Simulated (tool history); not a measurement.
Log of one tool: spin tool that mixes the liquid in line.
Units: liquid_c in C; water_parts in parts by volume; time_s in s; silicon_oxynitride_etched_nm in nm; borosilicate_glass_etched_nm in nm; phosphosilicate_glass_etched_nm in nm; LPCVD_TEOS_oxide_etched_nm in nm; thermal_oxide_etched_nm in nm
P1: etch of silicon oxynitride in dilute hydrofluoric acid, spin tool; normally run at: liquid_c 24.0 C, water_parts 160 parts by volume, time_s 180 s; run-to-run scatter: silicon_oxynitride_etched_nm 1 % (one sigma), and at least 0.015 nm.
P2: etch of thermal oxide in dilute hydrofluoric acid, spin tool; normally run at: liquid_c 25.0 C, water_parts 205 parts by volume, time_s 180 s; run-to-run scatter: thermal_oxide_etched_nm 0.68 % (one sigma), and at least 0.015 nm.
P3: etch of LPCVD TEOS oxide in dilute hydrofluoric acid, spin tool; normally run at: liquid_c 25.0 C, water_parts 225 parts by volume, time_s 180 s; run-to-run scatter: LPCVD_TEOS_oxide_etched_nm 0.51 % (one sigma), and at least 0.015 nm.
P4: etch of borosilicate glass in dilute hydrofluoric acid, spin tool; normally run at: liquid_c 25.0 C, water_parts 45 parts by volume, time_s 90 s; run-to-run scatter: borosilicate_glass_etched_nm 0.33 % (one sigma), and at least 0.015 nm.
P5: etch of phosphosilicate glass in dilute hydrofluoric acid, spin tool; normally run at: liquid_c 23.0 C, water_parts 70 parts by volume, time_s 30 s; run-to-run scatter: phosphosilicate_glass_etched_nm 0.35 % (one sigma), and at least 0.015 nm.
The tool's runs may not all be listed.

run	hour	process	liquid_c	water_parts	time_s	hours since the thermometer was replaced	hours since the hydrofluoric acid flow meter was replaced	silicon_oxynitride_etched_nm	borosilicate_glass_etched_nm	phosphosilicate_glass_etched_nm	LPCVD_TEOS_oxide_etched_nm	thermal_oxide_etched_nm
1	5.9	P1	24.0	160	180	1147.4	210.0	2.41090				
2	18.0	P4	29.5	45	90	1159.5	222.1		44.659			
3	27.4	P1	24.0	215	270	1168.9	231.5	2.59730				
4	32.9	P4	25.0	45	35	1174.4	237.0		14.399			
5	44.2	P1	24.0	240	180	1185.7	248.3	1.50480				
6	49.9	P5	23.0	70	15	1191.4	254.0			21.925		
7	61.7	P1	24.0	160	180	1203.2	265.8	2.48280				
8	67.5	P1	24.0	160	285	1209.0	271.6	3.88390				
9	77.4	P3	25.0	225	180	1218.9	281.5				16.604	
10	85.9	P1	19.5	160	180	1227.4	290.0	1.96430				
11	94.3	P2	25.0	70	180	1235.8	298.4					13.2070
12	101.3	P3	25.0	225	330	1242.8	305.4				30.021	
13	108.1	P5	23.0	95	30	1249.6	312.2			31.653		
14	115.1	P3	32.0	225	180	1256.6	319.2				21.016	
15	125.2	P1	24.0	100	180	1266.7	329.3	4.07460				
16	136.0	P3	25.0	225	180	1277.5	340.1				16.486	
17	141.9	P2	25.0	205	55	1283.4	346.0					1.1464
18	152.9	P1	28.5	160	180	1294.4	357.0	2.95440				
19	158.2	P4	25.0	45	90	1299.7	362.3		37.113			
20	167.0	P3	25.0	85	180	1308.5	371.1				51.864	
21	177.7	P4	25.0	20	90	1319.2	381.8		86.205			
22	187.0	P1	24.0	160	180	1328.5	391.1	2.47880				
23	198.6	P1	24.0	160	180	1340.1	402.7	2.41250				
24	206.6	P5	17.0	70	30	1348.1	410.7			34.420		
25	212.9	P5	23.0	70	30	1354.4	417.0			43.841		
26	220.9	P2	17.0	205	180	1362.4	425.0					2.8963
27	228.7	P1	24.0	160	70	1370.2	432.8	0.97857				
28	239.8	P2	25.0	205	180	1381.3	443.9					3.8699
29	247.2	P1	24.0	160	180	1388.7	451.3	2.42020				
30	257.9	P1	24.0	160	180	1399.4	462.0	2.60730				

The next listed run, before its measurement:
31	269.0	P1	24.0	160	180	1410.5	473.1	?				

Run 31 gave silicon_oxynitride_etched_nm 2.59090 nm.

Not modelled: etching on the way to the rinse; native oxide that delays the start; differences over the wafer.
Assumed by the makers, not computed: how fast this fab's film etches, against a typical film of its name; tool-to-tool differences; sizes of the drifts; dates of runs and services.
